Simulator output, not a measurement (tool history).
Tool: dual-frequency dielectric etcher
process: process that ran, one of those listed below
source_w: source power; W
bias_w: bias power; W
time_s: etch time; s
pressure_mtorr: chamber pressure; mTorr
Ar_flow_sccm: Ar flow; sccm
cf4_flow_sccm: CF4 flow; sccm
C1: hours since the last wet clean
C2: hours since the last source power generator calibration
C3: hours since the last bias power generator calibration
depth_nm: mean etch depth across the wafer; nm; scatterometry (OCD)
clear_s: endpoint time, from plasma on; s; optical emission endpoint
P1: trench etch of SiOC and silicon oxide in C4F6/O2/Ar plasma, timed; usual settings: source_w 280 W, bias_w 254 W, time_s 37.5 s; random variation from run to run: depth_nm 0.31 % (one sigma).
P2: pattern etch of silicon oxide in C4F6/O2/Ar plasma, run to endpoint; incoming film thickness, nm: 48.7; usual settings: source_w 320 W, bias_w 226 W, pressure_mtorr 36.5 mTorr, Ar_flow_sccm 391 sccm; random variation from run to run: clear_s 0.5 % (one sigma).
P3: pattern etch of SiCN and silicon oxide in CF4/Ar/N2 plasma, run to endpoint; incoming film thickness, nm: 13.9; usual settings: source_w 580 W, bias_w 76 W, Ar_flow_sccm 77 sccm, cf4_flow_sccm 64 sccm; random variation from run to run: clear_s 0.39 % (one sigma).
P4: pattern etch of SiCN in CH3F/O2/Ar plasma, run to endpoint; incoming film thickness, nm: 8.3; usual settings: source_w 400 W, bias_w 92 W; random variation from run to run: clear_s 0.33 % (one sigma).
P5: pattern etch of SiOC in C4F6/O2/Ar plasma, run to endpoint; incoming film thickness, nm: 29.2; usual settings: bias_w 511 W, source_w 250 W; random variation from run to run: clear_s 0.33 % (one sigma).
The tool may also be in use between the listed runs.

run 1 hour=17.4 | process=P1 source_w=280 bias_w=254 time_s=37.5 | C1=256.7 C2=495.5 C3=3273.1 | depth_nm=69.533
run 2 hour=35 | process=P5 source_w=250 bias_w=323 | C1=274.3 C2=513.1 C3=3290.7 | clear_s=13.336
run 3 hour=48.7 | process=P4 source_w=400 bias_w=92 | C1=288 C2=526.8 C3=3304.4 | clear_s=20.117
run 4 hour=66.3 | process=P1 source_w=280 bias_w=254 time_s=52.5 | C1=305.6 C2=544.4 C3=3322 | depth_nm=97.776
run 5 hour=76.6 | process=P2 source_w=320 bias_w=226 pressure_mtorr=36.5 Ar_flow_sccm=391 | C1=315.9 C2=554.7 C3=3332.3 | clear_s=16.09
run 6 hour=85.3 | process=P3 source_w=580 bias_w=90 Ar_flow_sccm=77 cf4_flow_sccm=64 | C1=324.6 C2=563.4 C3=3341 | clear_s=11.96
run 7 hour=93.5 | process=P2 source_w=320 bias_w=226 pressure_mtorr=49.5 Ar_flow_sccm=391 | C1=332.8 C2=571.6 C3=3349.2 | clear_s=16.901
run 8 hour=110.6 | process=P1 source_w=360 bias_w=254 time_s=37.5 | C1=349.9 C2=588.7 C3=3366.3 | depth_nm=76.745
run 9 hour=125.9 | process=P1 source_w=280 bias_w=307 time_s=37.5 | C1=365.2 C2=604 C3=3381.6 | depth_nm=74.248
run 10 hour=142.7 | process=P3 source_w=730 bias_w=76 Ar_flow_sccm=77 cf4_flow_sccm=64 | C1=382 C2=620.8 C3=3398.4 | clear_s=10.292
run 11 hour=152 | process=P2 source_w=320 bias_w=307 pressure_mtorr=36.5 Ar_flow_sccm=391 | C1=391.3 C2=630.1 C3=3407.7 | clear_s=14.66
run 12 hour=166.7 | process=P5 source_w=330 bias_w=511 | C1=406 C2=644.8 C3=3422.4 | clear_s=10.193
run 13 hour=176 | process=P3 source_w=580 bias_w=76 Ar_flow_sccm=77 cf4_flow_sccm=64 | C1=415.3 C2=654.1 C3=3431.7 | clear_s=12.558
run 14 hour=185.4 | process=P1 source_w=280 bias_w=254 time_s=37.5 | C1=424.7 C2=663.5 C3=3441.1 | depth_nm=70.021
run 15 hour=199.5 | process=P5 source_w=250 bias_w=511 | C1=438.8 C2=677.6 C3=3455.2 | clear_s=11.286
run 16 hour=210.9 | process=P4 source_w=510 bias_w=92 | C1=450.2 C2=689 C3=3466.6 | clear_s=18.415
run 17 hour=222.9 | process=P4 source_w=400 bias_w=92 | C1=462.2 C2=701 C3=3478.6 | clear_s=20.205
run 18 hour=237.8 | process=P1 source_w=280 bias_w=254 time_s=37.5 | C1=477.1 C2=715.9 C3=3493.5 | depth_nm=69.621
run 19 hour=248.8 | process=P3 source_w=580 bias_w=76 Ar_flow_sccm=46 cf4_flow_sccm=64 | C1=488.1 C2=726.9 C3=3504.5 | clear_s=11.761
run 20 hour=257 | process=P1 source_w=190 bias_w=164 time_s=37.5 | C1=496.3 C2=735.1 C3=3512.7 | depth_nm=51.714
run 21 hour=268.8 | process=P2 source_w=320 bias_w=226 pressure_mtorr=36.5 Ar_flow_sccm=468 | C1=508.1 C2=746.9 C3=3524.5 | clear_s=16.655
run 22 hour=283.3 | process=P4 source_w=400 bias_w=55 | C1=522.6 C2=761.4 C3=3539 | clear_s=24.035
run 23 hour=296.7 | process=P1 source_w=180 bias_w=254 time_s=37.5 | C1=536 C2=774.8 C3=3552.4 | depth_nm=59.021
run 24 hour=313.7 | process=P1 source_w=280 bias_w=179 time_s=37.5 | C1=553 C2=791.8 C3=3569.4 | depth_nm=61.85
run 25 hour=324.7 | process=P2 source_w=220 bias_w=226 pressure_mtorr=36.5 Ar_flow_sccm=391 | C1=564 C2=802.8 C3=3580.4 | clear_s=18.78
run 26 hour=333.4 | process=P5 source_w=250 bias_w=511 | C1=572.7 C2=811.5 C3=3589.1 | clear_s=11.255
run 27 hour=343.7 | process=P3 source_w=580 bias_w=76 Ar_flow_sccm=77 cf4_flow_sccm=88 | C1=583 C2=821.8 C3=3599.4 | clear_s=12.074
run 28 hour=352.8 | process=P1 source_w=280 bias_w=254 time_s=37.5 | C1=592.1 C2=830.9 C3=3608.5 | depth_nm=69.718
run 29 hour=366.4 | process=P3 source_w=580 bias_w=76 Ar_flow_sccm=77 cf4_flow_sccm=64 | C1=605.7 C2=844.5 C3=3622.1 | clear_s=12.55
run 30 hour=376.5 | process=P1 source_w=280 bias_w=254 time_s=22.5 | C1=615.8 C2=854.6 C3=3632.2 | depth_nm=42.096
run 31 hour=387.5 | process=P1 source_w=280 bias_w=254 time_s=37.5 | C1=626.8 C2=865.6 C3=3643.2 | depth_nm=69.566
run 32 hour=402.3 | process=P1 source_w=280 bias_w=254 time_s=37.5 | C1=641.6 C2=880.4 C3=3658 | depth_nm=70.486
run 33 hour=410.8 | process=P1 source_w=280 bias_w=254 time_s=37.5 | C1=650.1 C2=888.9 C3=3666.5 | depth_nm=70.743
-- hour=414.2 wet clean of the chamber
run 34 hour=422.3 | process=P1 source_w=280 bias_w=254 time_s=37.5 | C1=8.1 C2=900.4 C3=3678 | depth_nm=70.823
run 35 hour=433.5 | process=P1 source_w=280 bias_w=254 time_s=37.5 | C1=19.3 C2=911.6 C3=3689.2 | depth_nm=70.972
run 36 hour=442.8 | process=P1 source_w=280 bias_w=254 time_s=37.5 | C1=28.6 C2=920.9 C3=3698.5 | depth_nm=71.113
run 37 hour=458.1 | process=P1 source_w=280 bias_w=254 time_s=37.5 | C1=43.9 C2=936.2 C3=3713.8 | depth_nm=70.849

What P1 gives has crept away from where it was. These 2 causes fit the log equally well, each at the size given:
A: bias power that arrives over what is set, % = 4.51
B: source power that arrives over what is set, % = 4.14
The creep began at about hour 387.5.
Why every other cause is out:
chamber walls in a state that raises the etch rate, %: serviced at hour 414.2, which brought nothing back

4 check runs are offered, each on 2 wafers whose results are averaged, their results left as question marks. Which one tells the causes apart?
run check 1 hour=473.4 | process=P5 source_w=290 bias_w=364 | clear_s=?
run check 2 hour=473.4 | process=P4 source_w=400 bias_w=62 | clear_s=?
run check 3 hour=473.4 | process=P3 source_w=660 bias_w=76 Ar_flow_sccm=77 cf4_flow_sccm=87 | clear_s=?
run check 4 hour=473.4 | process=P2 source_w=320 bias_w=303 pressure_mtorr=36.5 Ar_flow_sccm=391 | clear_s=?

What each check would give under each cause:
check=check_1 result=clear_s if_A=11.909 if_B=11.919
check=check_2 result=clear_s if_A=22.817 if_B=22.811
check=check_3 result=clear_s if_A=10.627 if_B=10.391
check=check_4 result=clear_s if_A=14.486 if_B=14.492
How far apart the two closest causes lie, in the result that separates them most: check 1 0.09 %; check 2 0.03 %; check 3 2.25 %; check 4 0.04 %
Only check 3 tells the causes apart: in the others they would give nearly the same result.

Then check 3 was run and gave: clear_s 10.574 s. Which cause is it?

It is A: bias power that arrives over what is set, %.

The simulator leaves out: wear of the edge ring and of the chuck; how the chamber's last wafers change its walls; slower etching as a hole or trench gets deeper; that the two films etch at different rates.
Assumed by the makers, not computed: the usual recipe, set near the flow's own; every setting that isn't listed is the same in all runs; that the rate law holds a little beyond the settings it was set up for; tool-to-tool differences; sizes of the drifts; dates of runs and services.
